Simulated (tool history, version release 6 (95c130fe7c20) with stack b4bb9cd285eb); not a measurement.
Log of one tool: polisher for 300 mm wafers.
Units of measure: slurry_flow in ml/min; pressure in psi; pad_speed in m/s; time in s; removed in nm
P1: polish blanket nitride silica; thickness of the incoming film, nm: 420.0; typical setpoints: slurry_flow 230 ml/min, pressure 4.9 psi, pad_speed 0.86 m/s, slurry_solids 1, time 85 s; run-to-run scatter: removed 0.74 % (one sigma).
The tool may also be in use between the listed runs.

run	day	slurry_flow	pressure	pad_speed	slurry_solids	time	removed
1	0.425	230	4.9	0.86	1	85	57.977
2	1.075	230	4.9	0.86	1	85	58.307
3	1.504	230	4.9	0.38	1	85	30.274
4	2.246	230	4.9	1.12	1	85	72.331
5	2.696	230	4.9	0.86	1.5	85	69.468
6	3.383	230	4.9	0.86	0.5	85	39.781
7	4.104	230	4.9	0.86	1	38	26.284
8	4.542	320	4.9	0.86	1	85	60.107
9	5.275	230	4.9	0.86	1	85	58.731
10	5.942	230	4.9	0.86	1	130	89.247
11	6.571	230	3.4	0.86	1	50	23.943
12	6.971	165	4.9	0.86	1	85	56.049
# day 7.275: slurry blender recalibrated
13	7.596	230	4.9	0.86	1	85	58.827
14	8.362	230	2.8	0.86	1	85	33.413
15	9.008	230	7.6	0.86	1	85	90.247

Estimate the outcome of run 16 from the log above:
16	9.504	230	4.9	0.86	1	85	?

{"run 16": {"removed": 58.811}}
